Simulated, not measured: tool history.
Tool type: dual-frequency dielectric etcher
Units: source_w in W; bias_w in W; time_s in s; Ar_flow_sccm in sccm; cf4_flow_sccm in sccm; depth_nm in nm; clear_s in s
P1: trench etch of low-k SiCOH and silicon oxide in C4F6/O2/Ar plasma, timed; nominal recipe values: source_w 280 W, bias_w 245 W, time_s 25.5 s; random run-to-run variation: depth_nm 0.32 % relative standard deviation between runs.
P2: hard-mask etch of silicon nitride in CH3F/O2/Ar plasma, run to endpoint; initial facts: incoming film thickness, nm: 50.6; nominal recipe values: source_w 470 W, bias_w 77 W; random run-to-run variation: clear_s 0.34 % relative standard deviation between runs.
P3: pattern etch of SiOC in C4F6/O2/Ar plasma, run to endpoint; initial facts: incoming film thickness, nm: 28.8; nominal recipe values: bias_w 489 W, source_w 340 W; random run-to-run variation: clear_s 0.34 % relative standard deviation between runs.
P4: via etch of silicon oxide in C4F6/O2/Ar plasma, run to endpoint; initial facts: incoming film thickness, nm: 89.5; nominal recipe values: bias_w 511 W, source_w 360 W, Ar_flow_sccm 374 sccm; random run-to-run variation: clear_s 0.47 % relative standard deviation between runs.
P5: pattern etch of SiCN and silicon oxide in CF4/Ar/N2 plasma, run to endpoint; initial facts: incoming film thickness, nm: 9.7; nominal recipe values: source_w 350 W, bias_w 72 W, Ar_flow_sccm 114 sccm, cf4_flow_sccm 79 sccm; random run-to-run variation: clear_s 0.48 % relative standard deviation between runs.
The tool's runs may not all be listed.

run	hour	process	source_w	bias_w	time_s	Ar_flow_sccm	cf4_flow_sccm	hours since the last wet clean	hours since the last source power generator calibration	hours since the last bias power generator calibration	depth_nm	clear_s
1	5.9	P1	280	245	25.5			164.3	1756.9	1465.9	78.569	
2	11.0	P1	280	245	20.0			169.4	1762.0	1471.0	61.537	
3	16.9	P1	280	299	25.5			175.3	1767.9	1476.9	84.576	
4	21.2	P5	350	47		114	79	179.6	1772.2	1481.2		16.2800
5	25.1	P1	280	245	25.5			183.5	1776.1	1485.1	78.162	
6	28.1	P1	280	245	36.5			186.5	1779.1	1488.1	112.300	
7	33.0	P1	200	295	25.5			191.4	1784.0	1493.0	73.430	
8	38.4	P1	280	245	25.5			196.8	1789.4	1498.4	78.691	
9	41.9	P5	350	72		114	59	200.3	1792.9	1501.9		14.7760
10	46.7	P4	500	511		374		205.1	1797.7	1506.7		17.8060
11	50.6	P4	360	511		374		209.0	1801.6	1510.6		20.0940
12	56.6	P5	350	72		114	79	215.0	1807.6	1516.6		14.1690
13	61.7	P4	360	701		374		220.1	1812.7	1521.7		17.7340
14	67.6	P3	340	489				226.0	1818.6	1527.6		10.6000
15	73.6	P1	380	245	18.5			232.0	1824.6	1533.6	63.664	
16	77.5	P1	280	245	25.5			235.9	1828.5	1537.5	77.866	
17	83.8	P1	350	245	25.5			242.2	1834.8	1543.8	85.448	
18	89.0	P5	350	72		143	79	247.4	1840.0	1549.0		14.5840
19	93.5	P3	340	338				251.9	1844.5	1553.5		12.1430
20	98.7	P4	360	511		266		257.1	1849.7	1558.7		19.3890
21	104.3	P1	180	245	25.5			262.7	1855.3	1564.3	66.012	
22	110.6	P5	230	72		114	79	269.0	1861.6	1570.6		20.5280
23	114.7	P1	280	245	25.5			273.1	1865.7	1574.7	77.675	
24	120.6	P1	280	201	25.5			279.0	1871.6	1580.6	73.363	
25	123.8	P2	370	77				282.2	1874.8	1583.8		70.6190
26	130.0	P3	460	489				288.4	1881.0	1590.0		9.4971
27	133.9	P2	470	96				292.3	1884.9	1593.9		59.7490
28	139.2	P2	470	77				297.6	1890.2	1599.2		64.5210
29	144.0	P1	280	245	25.5			302.4	1895.0	1604.0	78.592	
30	149.1	P1	280	245	25.5			307.5	1900.1	1609.1	78.604	
31	153.9	P1	280	245	25.5			312.3	1904.9	1613.9	79.177	
32	159.4	P1	280	245	25.5			317.8	1910.4	1619.4	79.264	
33	162.3	P1	280	245	25.5			320.7	1913.3	1622.3	79.238	
# hour 162.7: wet clean of the chamber
34	168.0	P1	280	245	25.5			5.3	1919.0	1628.0	79.691	
35	172.2	P1	280	245	25.5			9.5	1923.2	1632.2	79.658	

The output of P1 has drifted from where it used to be. Each of the 2 causes below, taken at the size shown beside it, accounts for the log equally well:
A: bias power that arrives over what is set, % = 4.73
B: source power that arrives over what is set, % = 4.29
The creep began at about hour 144.0.
The rest of the possible causes, and what rules out each one:
chamber walls in a state that raises the etch rate, %: serviced after onset, at hour 162.7, with no recovery of the prior output

Which of the 4 check runs listed below, each an average over 3 wafers with its results shown as question marks, gives clearly different results under the different listed causes?
check 1	176.4	P3	340	489								?
check 2	176.4	P4	360	511		374						?
check 3	176.4	P2	470	77								?
check 4	176.4	P5	350	72		114	79					?

Check results expected under each cause:
check	result	if A	if B
check 1	clear_s	10.4330	10.4530
check 2	clear_s	19.7400	19.7800
check 3	clear_s	63.5310	63.5320
check 4	clear_s	13.9340	13.6440
Minimum pairwise separation of causes per check, each pair taken at its best-separating result: check 1 0.19 %; check 2 0.2 %; check 3 0 %; check 4 2.1 %
The causes can be told apart only by check 4. The other checks would give nearly the same results under each of them.

Check 4 was carried out, with these results: clear_s 13.9660 s. Which of the listed causes is responsible?

The correct cause is A, namely: bias power that arrives over what is set, %.
